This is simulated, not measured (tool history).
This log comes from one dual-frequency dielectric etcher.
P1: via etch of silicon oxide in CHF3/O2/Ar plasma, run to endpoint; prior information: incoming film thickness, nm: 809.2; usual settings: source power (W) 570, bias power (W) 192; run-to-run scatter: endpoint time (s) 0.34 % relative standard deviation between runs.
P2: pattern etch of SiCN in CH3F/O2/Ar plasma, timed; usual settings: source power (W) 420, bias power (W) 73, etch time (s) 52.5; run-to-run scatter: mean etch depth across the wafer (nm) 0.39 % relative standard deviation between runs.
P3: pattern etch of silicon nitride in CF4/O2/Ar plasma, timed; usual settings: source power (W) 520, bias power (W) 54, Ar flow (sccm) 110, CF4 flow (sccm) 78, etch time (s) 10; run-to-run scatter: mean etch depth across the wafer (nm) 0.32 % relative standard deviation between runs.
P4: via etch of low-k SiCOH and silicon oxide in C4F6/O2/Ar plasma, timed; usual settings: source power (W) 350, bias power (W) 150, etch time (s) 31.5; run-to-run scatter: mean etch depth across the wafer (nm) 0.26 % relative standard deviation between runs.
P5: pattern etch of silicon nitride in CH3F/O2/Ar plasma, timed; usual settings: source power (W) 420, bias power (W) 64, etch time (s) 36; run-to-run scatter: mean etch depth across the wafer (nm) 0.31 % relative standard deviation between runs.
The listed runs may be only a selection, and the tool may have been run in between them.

run	day	process that ran	source power (W)	bias power (W)	etch time (s)	Ar flow (sccm)	CF4 flow (sccm)	endpoint time (s)	mean etch depth across the wafer (nm)
1	0.346	P1	570	192				383.45	
2	0.812	P4	350	150	31.5				67.372
3	1.375	P3	520	54	10	83	78		19.58
4	2.096	P5	420	64	36				24.998
5	2.767	P1	570	251				348.8	
6	3.454	P2	270	73	52.5				17.465
7	3.871	P5	570	64	36				28.028
8	4.325	P1	570	192				381.43	
9	4.821	P1	570	192				384.5	
10	5.288	P1	570	192				384.32	
11	5.888	P3	520	54	10	110	78		18.957
12	6.562	P3	520	54	7.5	110	78		14.188
13	7.15	P1	390	192				443.83	
14	7.579	P1	790	232				317.19	
15	8.212	P4	490	150	31.5				77.075
16	8.617	P4	350	150	21				45.203
17	8.929	P1	570	192				384.08	
18	9.329	P1	460	144				456.67	
19	10.029	P1	570	113				453.43	
20	10.504	P4	350	193	31.5				73.241
21	11.129	P4	350	150	31.5				67.275
22	11.467	P1	570	192				382.74	
23	12.05	P5	420	38	36				21.183
24	12.65	P5	420	64	36				24.804
25	13.004	P2	420	73	52.5				20.67
26	13.729	P5	420	64	24.5				16.973
27	14.362	P2	420	99	52.5				22.959
28	14.808	P3	310	54	10	110	78		12.081
# day 15.312: source power generator calibrated
29	15.525	P1	790	192				340.02	
30	16.004	P2	420	73	29				11.427
31	16.342	P3	520	33	10	110	78		15.758
32	16.867	P3	520	54	10	110	93		19.371
33	17.308	P1	570	192				379.77	
34	17.775	P1	570	192				386.1	
35	18.167	P1	570	192				387.13	
36	18.771	P1	570	192				385.4	
37	19.362	P1	570	192				387.22	
38	19.812	P1	570	192				387.84	
39	20.388	P1	570	192				389.72	
# day 20.417: wet clean of the chamber
40	20.95	P1	570	192				387.87	
41	21.617	P1	570	192				387.48	
42	22.262	P1	570	192				390.42	

P1 no longer gives what it gave before; its output has crept away from where it was. The following 2 causes, each at its listed size, fit the log equally well:
A: source power that arrives under what is set, % = 4.42
B: bias power that arrives under what is set, % = 4.93
At approximately day 17.308, the process output began to creep.
Excluded causes, each with its reason:
chamber walls in a state that lowers the etch rate, %: work on it at day 20.417, done after the drift set in, did not restore what the process gave before

Each of the check runs listed below is run on 2 wafers and reports their average, with the results left as question marks. Pick the one under which the possible causes would lead to clearly different results.
check 1	22.908	P3	520	44	10	110	78		?
check 2	22.908	P4	470	180	31.5				?
check 3	22.908	P5	540	52	36				?
check 4	22.908	P2	280	73	34.5				?

What every check run would give for each of its results, assuming each possible cause in turn:
check	result	if A	if B
check 1	mean etch depth across the wafer (nm)	16.824	17.166
check 2	mean etch depth across the wafer (nm)	78.794	78.95
check 3	mean etch depth across the wafer (nm)	25.23	25.287
check 4	mean etch depth across the wafer (nm)	11.406	11.39
Per-check spread between the two closest causes, in the result where they differ most: check 1 2.01 %; check 2 0.2 %; check 3 0.23 %; check 4 0.15 %
Of the check runs offered, only check 1 discriminates between the causes; the rest would read about the same regardless of which cause applies.

Here is what check 1 returned: mean etch depth across the wafer (nm) 17.158. Which cause is it?

B is the cause: bias power that arrives under what is set, %.
